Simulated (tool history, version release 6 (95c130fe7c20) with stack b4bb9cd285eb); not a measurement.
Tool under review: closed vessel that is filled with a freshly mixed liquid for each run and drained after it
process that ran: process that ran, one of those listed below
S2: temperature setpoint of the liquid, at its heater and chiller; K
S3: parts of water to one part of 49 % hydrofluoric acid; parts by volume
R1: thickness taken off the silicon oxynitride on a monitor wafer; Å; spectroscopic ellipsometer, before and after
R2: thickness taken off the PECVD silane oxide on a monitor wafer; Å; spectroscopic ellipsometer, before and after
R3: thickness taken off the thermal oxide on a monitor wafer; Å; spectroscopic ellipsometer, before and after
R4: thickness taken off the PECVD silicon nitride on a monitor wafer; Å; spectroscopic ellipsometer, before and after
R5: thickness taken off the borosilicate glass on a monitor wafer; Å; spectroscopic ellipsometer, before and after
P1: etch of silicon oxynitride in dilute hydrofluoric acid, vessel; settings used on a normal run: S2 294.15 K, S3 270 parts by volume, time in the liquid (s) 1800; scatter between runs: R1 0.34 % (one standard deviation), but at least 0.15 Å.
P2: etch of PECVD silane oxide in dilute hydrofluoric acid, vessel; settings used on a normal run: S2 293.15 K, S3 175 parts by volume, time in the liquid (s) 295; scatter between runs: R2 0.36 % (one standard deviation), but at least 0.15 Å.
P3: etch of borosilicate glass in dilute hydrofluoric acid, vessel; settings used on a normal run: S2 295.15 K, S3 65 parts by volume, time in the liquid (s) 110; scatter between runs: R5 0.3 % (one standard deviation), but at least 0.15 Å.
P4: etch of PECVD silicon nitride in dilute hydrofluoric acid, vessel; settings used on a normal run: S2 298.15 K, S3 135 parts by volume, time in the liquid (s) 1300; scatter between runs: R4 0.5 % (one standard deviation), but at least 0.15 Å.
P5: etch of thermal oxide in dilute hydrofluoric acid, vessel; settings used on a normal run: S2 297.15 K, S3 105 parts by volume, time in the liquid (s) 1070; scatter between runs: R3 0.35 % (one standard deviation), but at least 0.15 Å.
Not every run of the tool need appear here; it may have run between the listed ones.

Run 1, hour 11.5: process that ran P1, S2 294.15 K, S3 270 parts by volume, time in the liquid (s) 1800. Result: R1 113.37 Å.
Run 2, hour 22.7: process that ran P1, S2 290.15 K, S3 270 parts by volume, time in the liquid (s) 1800. Result: R1 94.144 Å.
Run 3, hour 33.4: process that ran P1, S2 294.15 K, S3 270 parts by volume, time in the liquid (s) 1800. Result: R1 112.86 Å.
Run 4, hour 47.2: process that ran P2, S2 293.15 K, S3 175 parts by volume, time in the liquid (s) 155. Result: R2 220.77 Å.
Run 5, hour 61.7: process that ran P2, S2 290.15 K, S3 175 parts by volume, time in the liquid (s) 295. Result: R2 372.93 Å.
Run 6, hour 77.2: process that ran P1, S2 294.15 K, S3 75 parts by volume, time in the liquid (s) 1800. Result: R1 468.26 Å.
Run 7, hour 90.7: process that ran P5, S2 297.15 K, S3 40 parts by volume, time in the liquid (s) 1070. Result: R3 1398.7 Å.
Run 8, hour 102.7: process that ran P5, S2 297.15 K, S3 105 parts by volume, time in the liquid (s) 2025. Result: R3 926.46 Å.
Run 9, hour 118.2: process that ran P4, S2 298.15 K, S3 135 parts by volume, time in the liquid (s) 370. Result: R4 111.62 Å.
Run 10, hour 132.1: process that ran P2, S2 293.15 K, S3 255 parts by volume, time in the liquid (s) 295. Result: R2 267.01 Å.
Run 11, hour 141.3: process that ran P3, S2 290.15 K, S3 65 parts by volume, time in the liquid (s) 110. Result: R5 429.71 Å.
Run 12, hour 155.2: process that ran P1, S2 302.15 K, S3 270 parts by volume, time in the liquid (s) 1800. Result: R1 158.45 Å.
Run 13, hour 164.2: process that ran P5, S2 297.15 K, S3 105 parts by volume, time in the liquid (s) 1070. Result: R3 490.13 Å.
Run 14, hour 173.4: process that ran P3, S2 295.15 K, S3 65 parts by volume, time in the liquid (s) 110. Result: R5 529.04 Å.
Run 15, hour 183.4: process that ran P1, S2 294.15 K, S3 270 parts by volume, time in the liquid (s) 3445. Result: R1 217.1 Å.
Run 16, hour 198.7: process that ran P1, S2 301.65 K, S3 355 parts by volume, time in the liquid (s) 1800. Result: R1 110.99 Å.
Run 17, hour 210.5: process that ran P1, S2 294.15 K, S3 270 parts by volume, time in the liquid (s) 160. Result: R1 9.9169 Å.
Run 18, hour 224.8: process that ran P5, S2 297.15 K, S3 105 parts by volume, time in the liquid (s) 1070. Result: R3 488.04 Å.
Run 19, hour 238.1: process that ran P1, S2 294.15 K, S3 270 parts by volume, time in the liquid (s) 1800. Result: R1 113.26 Å.
Run 20, hour 248.8: process that ran P2, S2 293.15 K, S3 175 parts by volume, time in the liquid (s) 295. Result: R2 420.33 Å.
Run 21, hour 257.9: process that ran P1, S2 294.15 K, S3 425 parts by volume, time in the liquid (s) 1800. Result: R1 65.7 Å.
Run 22, hour 270.3: process that ran P4, S2 298.15 K, S3 135 parts by volume, time in the liquid (s) 1300. Result: R4 395.41 Å.
Run 23, hour 282.4: process that ran P3, S2 295.15 K, S3 65 parts by volume, time in the liquid (s) 50. Result: R5 241.15 Å.
Run 24, hour 293.5: process that ran P1, S2 294.15 K, S3 270 parts by volume, time in the liquid (s) 1800. Result: R1 113.42 Å.
Run 25, hour 301.9: process that ran P4, S2 305.15 K, S3 135 parts by volume, time in the liquid (s) 1300. Result: R4 607.83 Å.
Run 26, hour 312.7: process that ran P3, S2 295.15 K, S3 110 parts by volume, time in the liquid (s) 110. Result: R5 297.79 Å.
Run 27, hour 322.3: process that ran P4, S2 298.15 K, S3 215 parts by volume, time in the liquid (s) 1300. Result: R4 246.24 Å.
Run 28, hour 329.3: process that ran P5, S2 302.65 K, S3 105 parts by volume, time in the liquid (s) 1070. Result: R3 600.85 Å.
Run 29, hour 338.9: process that ran P1, S2 294.15 K, S3 60 parts by volume, time in the liquid (s) 990. Result: R1 325.34 Å.
Run 30, hour 352.3: process that ran P1, S2 294.15 K, S3 270 parts by volume, time in the liquid (s) 1800. Result: R1 113.34 Å.
Run 31, hour 362: process that ran P1, S2 294.15 K, S3 270 parts by volume, time in the liquid (s) 1800. Result: R1 111.35 Å.
Run 32, hour 371.2: process that ran P1, S2 294.15 K, S3 270 parts by volume, time in the liquid (s) 1800. Result: R1 109 Å.
Run 33, hour 378.2: process that ran P1, S2 294.15 K, S3 270 parts by volume, time in the liquid (s) 1800. Result: R1 107.77 Å.
Run 34, hour 392.4: process that ran P1, S2 294.15 K, S3 270 parts by volume, time in the liquid (s) 1800. Result: R1 107.13 Å.

Run 35 comes next. What will it give?
Run 35, hour 405.7: process that ran P1, S2 294.15 K, S3 270 parts by volume, time in the liquid (s) 1800. Result: R1 ?.

{"run 35": {"R1": 105.53}}

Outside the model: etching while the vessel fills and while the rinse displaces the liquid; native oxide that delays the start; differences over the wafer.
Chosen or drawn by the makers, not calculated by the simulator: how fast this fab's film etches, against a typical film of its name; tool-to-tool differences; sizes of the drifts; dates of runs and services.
